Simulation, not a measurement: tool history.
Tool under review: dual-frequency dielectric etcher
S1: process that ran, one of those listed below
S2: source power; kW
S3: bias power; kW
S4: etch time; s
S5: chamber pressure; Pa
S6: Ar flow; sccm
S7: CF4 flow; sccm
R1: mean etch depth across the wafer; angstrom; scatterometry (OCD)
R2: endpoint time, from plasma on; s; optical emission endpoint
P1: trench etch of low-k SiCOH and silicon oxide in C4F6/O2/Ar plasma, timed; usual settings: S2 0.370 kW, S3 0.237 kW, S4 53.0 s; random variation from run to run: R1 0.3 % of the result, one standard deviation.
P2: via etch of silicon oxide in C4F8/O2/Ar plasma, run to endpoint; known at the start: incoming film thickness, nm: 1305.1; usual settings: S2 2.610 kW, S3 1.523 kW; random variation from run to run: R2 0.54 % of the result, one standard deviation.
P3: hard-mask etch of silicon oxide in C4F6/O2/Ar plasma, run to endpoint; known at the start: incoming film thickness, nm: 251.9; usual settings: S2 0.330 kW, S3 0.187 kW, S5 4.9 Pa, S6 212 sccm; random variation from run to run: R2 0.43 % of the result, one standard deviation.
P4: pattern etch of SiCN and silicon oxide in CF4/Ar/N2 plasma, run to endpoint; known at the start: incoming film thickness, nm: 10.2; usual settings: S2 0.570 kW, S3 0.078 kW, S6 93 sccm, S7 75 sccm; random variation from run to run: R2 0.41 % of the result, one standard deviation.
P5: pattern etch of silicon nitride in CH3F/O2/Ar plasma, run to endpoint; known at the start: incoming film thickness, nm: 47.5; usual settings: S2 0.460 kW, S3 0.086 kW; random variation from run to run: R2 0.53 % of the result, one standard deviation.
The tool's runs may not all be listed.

| run | hour | S1 | S2 | S3 | S4 | S5 | S6 | S7 | R1 | R2 |
|---|---|---|---|---|---|---|---|---|---|---|
| 1 | 5.7 | P1 | 0.370 | 0.237 | 53.0 |  |  |  | 1831.2 |  |
| 2 | 15.6 | P5 | 0.620 | 0.086 |  |  |  |  |  | 51.8460 |
| 3 | 23.8 | P3 | 0.330 | 0.187 |  | 4.9 | 212 |  |  | 83.7330 |
| 4 | 35.6 | P1 | 0.370 | 0.156 | 53.0 |  |  |  | 1603.5 |  |
| 5 | 47.6 | P1 | 0.290 | 0.237 | 67.5 |  |  |  | 2127.0 |  |
| 6 | 58.6 | P2 | 2.610 | 1.523 |  |  |  |  |  | 251.0600 |
| 7 | 65.4 | P2 | 2.610 | 2.005 |  |  |  |  |  | 233.4200 |
| 8 | 74.2 | P3 | 0.440 | 0.187 |  | 4.9 | 212 |  |  | 74.9410 |
| 9 | 80.5 | P4 | 0.440 | 0.078 |  |  | 93 | 75 |  | 11.3200 |
| 10 | 88.9 | P4 | 0.570 | 0.078 |  |  | 93 | 92 |  | 8.7504 |
| 11 | 98.4 | P3 | 0.330 | 0.187 |  | 4.0 | 212 |  |  | 81.6760 |
| 12 | 108.4 | P1 | 0.370 | 0.237 | 69.0 |  |  |  | 2395.4 |  |
| 13 | 113.9 | P5 | 0.460 | 0.049 |  |  |  |  |  | 70.0660 |
| 14 | 122.0 | P3 | 0.330 | 0.123 |  | 4.9 | 212 |  |  | 95.3980 |
| 15 | 131.3 | P1 | 0.370 | 0.237 | 53.0 |  |  |  | 1839.2 |  |
| 16 | 141.5 | P1 | 0.370 | 0.237 | 53.0 |  |  |  | 1827.5 |  |
| 17 | 153.2 | P1 | 0.280 | 0.237 | 53.0 |  |  |  | 1644.6 |  |
| 18 | 162.0 | P1 | 0.370 | 0.310 | 53.0 |  |  |  | 2011.4 |  |
| 19 | 170.0 | P4 | 0.570 | 0.078 |  |  | 93 | 75 |  | 9.0525 |
| 20 | 180.1 | P1 | 0.370 | 0.237 | 53.0 |  |  |  | 1830.6 |  |
| 21 | 187.0 | P3 | 0.330 | 0.187 |  | 4.9 | 263 |  |  | 85.8920 |
| 22 | 197.4 | P1 | 0.450 | 0.237 | 53.0 |  |  |  | 1974.5 |  |
| 23 | 208.9 | P5 | 0.460 | 0.086 |  |  |  |  |  | 58.8220 |
| 24 | 217.7 | P2 | 1.690 | 1.523 |  |  |  |  |  | 299.9300 |
| 25 | 229.0 | P1 | 0.490 | 0.327 | 53.0 |  |  |  | 2269.8 |  |
| 26 | 235.9 | P4 | 0.570 | 0.078 |  |  | 129 | 75 |  | 9.4266 |
| 27 | 248.1 | P4 | 0.570 | 0.078 |  |  | 93 | 75 |  | 8.9493 |
| 28 | 258.4 | P1 | 0.370 | 0.237 | 39.0 |  |  |  | 1347.0 |  |
| 29 | 264.2 | P4 | 0.570 | 0.045 |  |  | 93 | 75 |  | 10.7090 |
| 30 | 271.2 | P1 | 0.370 | 0.237 | 53.0 |  |  |  | 1828.1 |  |
| 31 | 279.7 | P1 | 0.370 | 0.237 | 53.0 |  |  |  | 1825.8 |  |
| 32 | 290.1 | P1 | 0.370 | 0.237 | 53.0 |  |  |  | 1833.9 |  |
| 33 | 299.7 | P1 | 0.370 | 0.237 | 53.0 |  |  |  | 1840.4 |  |
| 34 | 305.7 | P1 | 0.370 | 0.237 | 53.0 |  |  |  | 1852.0 |  |
| 35 | 312.3 | P1 | 0.370 | 0.237 | 53.0 |  |  |  | 1853.0 |  |
|  | 312.5 | wet clean of the chamber |
| 36 | 323.9 | P1 | 0.370 | 0.237 | 53.0 |  |  |  | 1863.9 |  |
| 37 | 329.3 | P1 | 0.370 | 0.237 | 53.0 |  |  |  | 1863.9 |  |
| 38 | 335.6 | P1 | 0.370 | 0.237 | 53.0 |  |  |  | 1857.2 |  |
| 39 | 345.3 | P1 | 0.370 | 0.237 | 53.0 |  |  |  | 1850.7 |  |
| 40 | 351.4 | P1 | 0.370 | 0.237 | 53.0 |  |  |  | 1857.7 |  |
| 41 | 360.3 | P1 | 0.370 | 0.237 | 53.0 |  |  |  | 1868.4 |  |

P1 has crept away from where it was. The log is fitted equally well by each of these 2 causes, at the sizes shown:
A: source power that arrives over what is set, % = 4.15
B: bias power that arrives over what is set, % = 4.72
The process output started creeping at around hour 279.7.
Excluded causes, each with its reason:
chamber walls in a state that raises the etch rate, %: work on it at hour 312.5, done after the drift set in, did not restore what the process gave before

Of the 4 check runs below, each run on 2 wafers with the results averaged and each result still a question mark, which one would tell the listed causes apart?
| check 1 | 369.2 | P3 | 0.440 | 0.144 |  | 4.9 | 212 |  |  | ? |
| check 2 | 369.2 | P5 | 0.560 | 0.057 |  |  |  |  |  | ? |
| check 3 | 369.2 | P2 | 2.220 | 1.949 |  |  |  |  |  | ? |
| check 4 | 369.2 | P4 | 0.570 | 0.047 |  |  | 109 | 75 |  | ? |

Predicted outcomes, by check and by cause:
| check | result | if A | if B |
|---|---|---|---|
| check 1 | R2 | 79.6920 | 79.8750 |
| check 2 | R2 | 61.2560 | 61.3330 |
| check 3 | R2 | 245.8900 | 246.6800 |
| check 4 | R2 | 10.4170 | 10.6550 |
Minimum pairwise separation of causes per check, each pair taken at its best-separating result: check 1 0.23 %; check 2 0.12 %; check 3 0.32 %; check 4 2.26 %
Check 4 is the one run that separates the causes; every other check would come out nearly the same whichever cause is at work.

Check 4 has now been run. It gave: R2 10.6960 s. Which of the candidate causes is it?

B is the cause: bias power that arrives over what is set, %.
